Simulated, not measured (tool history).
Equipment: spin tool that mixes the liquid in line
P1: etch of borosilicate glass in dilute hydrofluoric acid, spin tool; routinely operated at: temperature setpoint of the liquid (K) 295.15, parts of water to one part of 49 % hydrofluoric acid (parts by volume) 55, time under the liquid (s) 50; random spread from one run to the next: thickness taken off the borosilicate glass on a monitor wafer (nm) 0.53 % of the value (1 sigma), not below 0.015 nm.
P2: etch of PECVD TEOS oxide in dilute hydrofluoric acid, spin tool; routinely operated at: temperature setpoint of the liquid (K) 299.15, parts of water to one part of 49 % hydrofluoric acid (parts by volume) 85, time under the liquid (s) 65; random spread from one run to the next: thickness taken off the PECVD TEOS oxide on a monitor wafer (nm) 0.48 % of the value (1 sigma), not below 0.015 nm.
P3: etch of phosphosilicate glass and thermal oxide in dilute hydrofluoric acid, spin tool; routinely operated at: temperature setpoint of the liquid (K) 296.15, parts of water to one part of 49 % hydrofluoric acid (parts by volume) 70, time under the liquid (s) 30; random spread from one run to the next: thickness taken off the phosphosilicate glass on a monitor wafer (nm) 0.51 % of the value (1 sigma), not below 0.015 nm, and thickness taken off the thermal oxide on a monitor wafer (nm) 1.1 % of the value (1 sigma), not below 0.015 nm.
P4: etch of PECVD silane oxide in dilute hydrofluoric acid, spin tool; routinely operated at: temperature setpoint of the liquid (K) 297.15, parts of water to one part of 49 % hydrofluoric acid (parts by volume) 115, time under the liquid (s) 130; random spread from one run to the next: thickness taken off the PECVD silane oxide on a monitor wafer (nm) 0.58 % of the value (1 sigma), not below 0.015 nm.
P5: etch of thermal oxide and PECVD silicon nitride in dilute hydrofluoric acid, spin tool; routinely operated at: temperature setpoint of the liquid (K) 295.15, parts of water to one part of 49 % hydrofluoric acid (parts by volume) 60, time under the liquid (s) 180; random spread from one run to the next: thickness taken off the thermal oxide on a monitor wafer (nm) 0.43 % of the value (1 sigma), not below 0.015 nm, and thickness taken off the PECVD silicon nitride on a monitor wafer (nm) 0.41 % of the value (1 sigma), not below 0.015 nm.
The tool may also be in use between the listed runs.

| run | hour | process that ran | temperature setpoint of the liquid (K) | parts of water to one part of 49 % hydrofluoric acid (parts by volume) | time under the liquid (s) | hours since the thermometer was replaced | hours since the hydrofluoric acid flow meter was replaced | thickness taken off the borosilicate glass on a monitor wafer (nm) | thickness taken off the PECVD TEOS oxide on a monitor wafer (nm) | thickness taken off the PECVD silane oxide on a monitor wafer (nm) | thickness taken off the phosphosilicate glass on a monitor wafer (nm) | thickness taken off the thermal oxide on a monitor wafer (nm) | thickness taken off the PECVD silicon nitride on a monitor wafer (nm) |
|---|---|---|---|---|---|---|---|---|---|---|---|---|---|
| 1 | 8.2 | P1 | 295.15 | 55 | 50 | 683.6 | 679.1 | 21.5760 |  |  |  |  |  |
| 2 | 18.2 | P2 | 303.65 | 85 | 65 | 693.6 | 689.1 |  | 22.915 |  |  |  |  |
| 3 | 25.8 | P1 | 295.15 | 55 | 15 | 701.2 | 696.7 | 6.4917 |  |  |  |  |  |
| 4 | 35.3 | P4 | 290.15 | 115 | 130 | 710.7 | 706.2 |  |  | 20.047 |  |  |  |
| 5 | 46.0 | P2 | 299.15 | 85 | 65 | 721.4 | 716.9 |  | 19.232 |  |  |  |  |
| 6 | 52.7 | P1 | 295.15 | 20 | 50 | 728.1 | 723.6 | 62.3930 |  |  |  |  |  |
| 7 | 59.2 | P1 | 300.15 | 20 | 50 | 734.6 | 730.1 | 76.5350 |  |  |  |  |  |
| 8 | 67.9 | P3 | 301.65 | 70 | 30 | 743.3 | 738.8 |  |  |  | 76.329 | 2.5075 |  |
| 9 | 74.1 | P5 | 295.15 | 105 | 180 | 749.5 | 745.0 |  |  |  |  | 7.4796 | 8.8113 |
| 10 | 83.4 | P4 | 297.15 | 115 | 220 | 758.8 | 754.3 |  |  | 45.117 |  |  |  |
| 11 | 95.9 | P1 | 295.15 | 55 | 50 | 771.3 | 766.8 | 21.5560 |  |  |  |  |  |
| 12 | 105.6 | P5 | 295.15 | 60 | 330 | 781.0 | 776.5 |  |  |  |  | 25.4830 | 27.7550 |
| 13 | 117.9 | P3 | 296.15 | 70 | 60 | 793.3 | 788.8 |  |  |  | 123.600 | 4.0904 |  |
| 14 | 125.9 | P1 | 295.15 | 80 | 50 | 801.3 | 796.8 | 14.4330 |  |  |  |  |  |
| 15 | 133.6 | P2 | 299.15 | 85 | 100 | 809.0 | 804.5 |  | 29.640 |  |  |  |  |
| 16 | 142.5 | P4 | 297.15 | 45 | 130 | 817.9 | 813.4 |  |  | 75.893 |  |  |  |
| 17 | 154.2 | P1 | 298.65 | 55 | 50 | 829.6 | 825.1 | 24.8500 |  |  |  |  |  |
| 18 | 167.5 | P3 | 296.15 | 70 | 30 | 842.9 | 838.4 |  |  |  | 62.845 | 1.9835 |  |
| 19 | 181.4 | P1 | 295.15 | 55 | 50 | 856.8 | 852.3 | 21.7730 |  |  |  |  |  |
| 20 | 194.1 | P5 | 301.15 | 60 | 180 | 869.5 | 865.0 |  |  |  |  | 17.8080 | 22.5690 |
| 21 | 201.0 | P3 | 296.15 | 100 | 30 | 876.4 | 871.9 |  |  |  | 42.080 | 1.3865 |  |
| 22 | 207.1 | P2 | 299.15 | 120 | 65 | 882.5 | 878.0 |  | 12.926 |  |  |  |  |
| 23 | 214.5 | P1 | 295.15 | 55 | 50 | 889.9 | 885.4 | 21.5300 |  |  |  |  |  |
| 24 | 224.4 | P5 | 295.15 | 60 | 180 | 899.8 | 895.3 |  |  |  |  | 13.9400 | 15.1330 |
| 25 | 232.4 | P1 | 295.15 | 95 | 95 | 907.8 | 903.3 | 22.6590 |  |  |  |  |  |
| 26 | 242.2 | P4 | 297.15 | 115 | 130 | 917.6 | 913.1 |  |  | 27.072 |  |  |  |
| 27 | 255.6 | P1 | 290.15 | 55 | 50 | 931.0 | 926.5 | 17.4620 |  |  |  |  |  |
| 28 | 269.0 | P1 | 295.15 | 55 | 75 | 944.4 | 939.9 | 32.3230 |  |  |  |  |  |
| 29 | 280.5 | P1 | 295.15 | 55 | 50 | 955.9 | 951.4 | 21.4550 |  |  |  |  |  |
| 30 | 287.4 | P1 | 295.15 | 55 | 50 | 962.8 | 958.3 | 22.0840 |  |  |  |  |  |
| 31 | 293.5 | P1 | 295.15 | 55 | 50 | 968.9 | 964.4 | 22.2550 |  |  |  |  |  |
| 32 | 302.0 | P1 | 295.15 | 55 | 50 | 977.4 | 972.9 | 22.5600 |  |  |  |  |  |
| 33 | 313.7 | P1 | 295.15 | 55 | 50 | 989.1 | 984.6 | 23.0380 |  |  |  |  |  |
| 34 | 321.6 | P1 | 295.15 | 55 | 50 | 997.0 | 992.5 | 23.0190 |  |  |  |  |  |
| 35 | 333.1 | P1 | 295.15 | 55 | 50 | 1008.5 | 1004.0 | 23.2550 |  |  |  |  |  |
| 36 | 345.2 | P1 | 295.15 | 55 | 50 | 1020.6 | 1016.1 | 23.0160 |  |  |  |  |  |
| 37 | 357.8 | P1 | 295.15 | 55 | 50 | 1033.2 | 1028.7 | 23.3260 |  |  |  |  |  |
| 38 | 368.5 | P1 | 295.15 | 55 | 50 | 1043.9 | 1039.4 | 23.4460 |  |  |  |  |  |
| 39 | 375.0 | P1 | 295.15 | 55 | 50 | 1050.4 | 1045.9 | 23.5520 |  |  |  |  |  |
| 40 | 388.9 | P1 | 295.15 | 55 | 50 | 1064.3 | 1059.8 | 23.4970 |  |  |  |  |  |

What P1 gives has crept away from where it was. These 2 causes fit the log equally well, each at the size given:
A: liquid hotter than its thermometer reads (K) = 1.9
B: hydrofluoric acid flow above the setpoint (%) = 7.6
The creep began at about hour 280.5.

Listed below are the offered check runs, one wafer per run, with question marks in place of results. For which of them would the causes give clearly different outcomes?
| check 1 | 402.8 | P3 | 296.15 | 70 | 30 |  |  |  |  |  | ? | ? |  |
| check 2 | 402.8 | P2 | 299.15 | 85 | 65 |  |  |  | ? |  |  |  |  |
| check 3 | 402.8 | P5 | 295.15 | 60 | 180 |  |  |  |  |  |  | ? | ? |
| check 4 | 402.8 | P4 | 297.15 | 115 | 130 |  |  |  |  | ? |  |  |  |

What each check would give under each cause:
| check | result | if A | if B |
|---|---|---|---|
| check 1 | thickness taken off the phosphosilicate glass on a monitor wafer (nm) | 66.986 | 67.147 |
| check 1 | thickness taken off the thermal oxide on a monitor wafer (nm) | 2.1888 | 2.1941 |
| check 2 | thickness taken off the PECVD TEOS oxide on a monitor wafer (nm) | 20.604 | 20.748 |
| check 3 | thickness taken off the thermal oxide on a monitor wafer (nm) | 15.0200 | 15.0250 |
| check 3 | thickness taken off the PECVD silicon nitride on a monitor wafer (nm) | 17.2190 | 16.2660 |
| check 4 | thickness taken off the PECVD silane oxide on a monitor wafer (nm) | 29.007 | 29.276 |
Gap, in per cent, between the two causes that each check separates least, read from the result that separates them most: check 1 0.24 %; check 2 0.7 %; check 3 5.69 %; check 4 0.92 %
The other checks would show nearly matching results whichever cause is true, so check 3 is the only one that separates the causes.

Running check 3 produced the following: thickness taken off the thermal oxide on a monitor wafer (nm) 15.0560; thickness taken off the PECVD silicon nitride on a monitor wafer (nm) 16.1940. Which one of the listed causes fits?

The cause is B: hydrofluoric acid flow above the setpoint (%).

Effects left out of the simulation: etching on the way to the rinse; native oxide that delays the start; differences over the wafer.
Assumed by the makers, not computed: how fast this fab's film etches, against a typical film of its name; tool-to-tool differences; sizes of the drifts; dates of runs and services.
